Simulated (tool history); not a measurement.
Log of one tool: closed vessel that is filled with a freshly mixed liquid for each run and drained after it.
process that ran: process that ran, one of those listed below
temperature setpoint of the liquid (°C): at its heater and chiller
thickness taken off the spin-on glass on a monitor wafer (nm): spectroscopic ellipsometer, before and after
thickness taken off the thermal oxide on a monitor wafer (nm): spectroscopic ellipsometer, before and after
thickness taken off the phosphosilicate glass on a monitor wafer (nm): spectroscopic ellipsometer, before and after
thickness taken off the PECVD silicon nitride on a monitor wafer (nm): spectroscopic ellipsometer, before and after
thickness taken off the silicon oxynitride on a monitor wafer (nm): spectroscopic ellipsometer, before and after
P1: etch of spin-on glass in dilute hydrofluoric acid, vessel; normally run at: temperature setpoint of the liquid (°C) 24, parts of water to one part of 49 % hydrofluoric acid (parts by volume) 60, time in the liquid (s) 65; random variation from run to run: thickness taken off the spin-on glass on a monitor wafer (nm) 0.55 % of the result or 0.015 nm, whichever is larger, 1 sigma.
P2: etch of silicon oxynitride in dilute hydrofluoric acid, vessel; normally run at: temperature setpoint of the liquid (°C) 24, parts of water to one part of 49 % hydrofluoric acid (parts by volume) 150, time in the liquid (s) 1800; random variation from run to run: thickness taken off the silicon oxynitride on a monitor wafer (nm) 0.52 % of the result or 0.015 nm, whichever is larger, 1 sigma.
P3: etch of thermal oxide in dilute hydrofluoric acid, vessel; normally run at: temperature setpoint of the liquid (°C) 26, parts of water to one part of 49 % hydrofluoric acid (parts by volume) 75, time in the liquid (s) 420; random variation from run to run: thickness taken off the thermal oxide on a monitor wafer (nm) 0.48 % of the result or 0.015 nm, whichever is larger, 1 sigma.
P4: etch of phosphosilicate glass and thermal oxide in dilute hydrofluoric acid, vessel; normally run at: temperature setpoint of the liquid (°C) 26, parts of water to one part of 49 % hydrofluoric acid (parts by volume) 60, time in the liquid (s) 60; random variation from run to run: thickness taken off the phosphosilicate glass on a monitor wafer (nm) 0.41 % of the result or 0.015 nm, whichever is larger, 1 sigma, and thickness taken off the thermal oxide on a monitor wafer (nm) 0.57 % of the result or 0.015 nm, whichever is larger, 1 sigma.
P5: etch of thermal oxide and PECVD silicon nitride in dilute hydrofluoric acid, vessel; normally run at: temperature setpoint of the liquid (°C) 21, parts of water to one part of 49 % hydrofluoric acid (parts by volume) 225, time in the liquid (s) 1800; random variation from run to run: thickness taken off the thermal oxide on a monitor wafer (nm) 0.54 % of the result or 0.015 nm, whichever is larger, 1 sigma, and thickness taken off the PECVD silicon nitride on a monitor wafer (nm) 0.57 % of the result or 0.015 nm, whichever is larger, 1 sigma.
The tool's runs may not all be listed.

run	day	process that ran	temperature setpoint of the liquid (°C)	parts of water to one part of 49 % hydrofluoric acid (parts by volume)	time in the liquid (s)	hours since the thermometer was replaced	hours since the hydrofluoric acid flow meter was replaced	thickness taken off the spin-on glass on a monitor wafer (nm)	thickness taken off the thermal oxide on a monitor wafer (nm)	thickness taken off the phosphosilicate glass on a monitor wafer (nm)	thickness taken off the PECVD silicon nitride on a monitor wafer (nm)	thickness taken off the silicon oxynitride on a monitor wafer (nm)
1	0.308	P1	24	60	65	307.4	311.9	51.052				
2	0.583	P3	19.5	75	420	314	318.5		21.765			
3	1.138	P4	26	60	110	327.3	331.8		9.3684	167.57		
4	1.7	P3	26	75	420	340.8	345.3		27.946			
5	2.225	P4	26	60	60	353.4	357.9		5.1701	91.363		
6	2.496	P5	21	225	35	359.9	364.4		0.54337		0.504	
7	2.804	P1	24	60	65	367.3	371.8	51.647				
8	3.125	P3	26	75	200	375	379.5		13.358			
9	3.608	P2	24	150	1000	386.6	391.1					9.3645
10	3.996	P1	24	60	65	395.9	400.4	50.857				
11	4.317	P1	24	60	65	403.6	408.1	51.108				
12	4.842	P1	17	60	65	416.2	420.7	38.055				
13	5.379	P4	26	110	60	429.1	433.6		2.5958	46.319		
14	5.65	P1	24	90	30	435.6	440.1	15.343				
15	6.075	P3	26	75	420	445.8	450.3		28.418			
16	6.433	P4	34	60	60	454.4	458.9		6.9785	124.37		
17	6.838	P5	21	225	1800	464.1	468.6		28.419		26.291	
18	7.317	P5	21	50	1800	475.6	480.1		154.65		114.47	
19	7.8	P1	17	85	65	487.2	491.7	26.04				
20	8.333	P1	30	25	65	500	504.5	165.67				
21	8.85	P1	24	85	65	512.4	516.9	35.309				
22	9.208	P1	24	20	65	521	525.5	160.66				
23	9.779	P1	24	60	120	534.7	539.2	94.553				
24	10.208	P2	24	150	1800	545	549.5					16.876
25	10.775	P1	31.5	60	65	558.6	563.1	68.985				
26	11.158	P2	24	45	1800	567.8	572.3					61.109
# day 11.575: thermometer replaced
27	11.588	P5	21	225	1800	0.4	582.6		28.14		26.419	
28	11.904	P3	26	120	420	8	590.2		16.646			

Forecast run 29:
29	12.171	P2	17	150	1800	14.4	596.6					?

thickness taken off the silicon oxynitride on a monitor wafer (nm): 12.05
